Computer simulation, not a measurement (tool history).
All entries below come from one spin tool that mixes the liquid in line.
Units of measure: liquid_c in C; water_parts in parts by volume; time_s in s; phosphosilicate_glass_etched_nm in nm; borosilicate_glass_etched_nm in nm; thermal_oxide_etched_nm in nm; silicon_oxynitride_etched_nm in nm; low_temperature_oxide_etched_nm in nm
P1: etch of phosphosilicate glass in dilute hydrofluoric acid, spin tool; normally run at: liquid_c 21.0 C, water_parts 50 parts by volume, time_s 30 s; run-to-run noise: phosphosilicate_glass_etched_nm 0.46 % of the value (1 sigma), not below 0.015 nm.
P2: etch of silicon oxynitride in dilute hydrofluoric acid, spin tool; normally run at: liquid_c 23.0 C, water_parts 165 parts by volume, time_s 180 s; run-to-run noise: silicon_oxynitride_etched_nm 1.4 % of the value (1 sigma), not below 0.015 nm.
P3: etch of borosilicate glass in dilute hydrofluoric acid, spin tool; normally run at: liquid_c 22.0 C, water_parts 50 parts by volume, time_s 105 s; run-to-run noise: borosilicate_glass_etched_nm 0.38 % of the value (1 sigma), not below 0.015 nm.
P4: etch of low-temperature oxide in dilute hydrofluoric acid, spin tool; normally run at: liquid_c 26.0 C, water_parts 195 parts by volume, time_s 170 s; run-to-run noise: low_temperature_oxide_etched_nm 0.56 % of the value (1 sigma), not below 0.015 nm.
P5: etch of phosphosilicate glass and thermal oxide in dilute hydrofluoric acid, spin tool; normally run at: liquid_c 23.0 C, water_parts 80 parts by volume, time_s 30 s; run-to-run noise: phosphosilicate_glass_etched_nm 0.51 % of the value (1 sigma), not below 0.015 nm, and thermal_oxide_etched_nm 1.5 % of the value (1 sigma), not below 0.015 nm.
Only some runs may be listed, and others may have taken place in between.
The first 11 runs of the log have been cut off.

run   hour  process  liquid_c  water_parts  time_s  hours since the thermometer was replaced  hours since the hydrofluoric acid flow meter was replaced  phosphosilicate_glass_etched_nm  borosilicate_glass_etched_nm  thermal_oxide_etched_nm  silicon_oxynitride_etched_nm  low_temperature_oxide_etched_nm
 12   91.0       P4      26.0          195     170                                    1069.2                                                      741.9                                                                                                                                                16.1340
 13  101.8       P1      17.0           50      15                                    1080.0                                                      752.7                           21.016
 14  112.2       P3      22.0           50     105                                    1090.4                                                      763.1                                                        41.0990
 15  121.9       P1      21.0           20      30                                    1100.1                                                      772.8                          128.920
 16  133.4       P1      25.0           50      15                                    1111.6                                                      784.3                           29.297
 17  139.0       P5      23.0           80      15                                    1117.2                                                      789.9                           14.537                                                0.84918
 18  147.6       P1      21.0           50      30                                    1125.8                                                      798.5                           49.821
 19  158.8       P4      26.0          350     170                                    1137.0                                                      809.7                                                                                                                                                 7.7112
 20  170.9       P1      21.0           50      30                                    1149.1                                                      821.8                           49.343
 21  180.0       P5      23.0           80      30                                    1158.2                                                      830.9                           29.013                                                1.71200
 22  190.1       P3      29.5           50     105                                    1168.3                                                      841.0                                                        55.3570
 23  198.7       P5      23.0           20      30                                    1176.9                                                      849.6                          125.360                                                7.56380
 24  205.9       P1      21.0           50      30                                    1184.1                                                      856.8                           49.911
 25  214.4       P2      23.0          165     340                                    1192.6                                                      865.3                                                                                                                3.7007
 26  220.2       P2      17.0          165     180                                    1198.4                                                      871.1                                                                                                                1.4482

Estimate the outcome of run 27 from the log above:
 27  230.8       P4      30.0          195     170                                    1209.0                                                      881.7                                                                                                                                                      ?

Run 27 produced low_temperature_oxide_etched_nm 18.7700 nm.
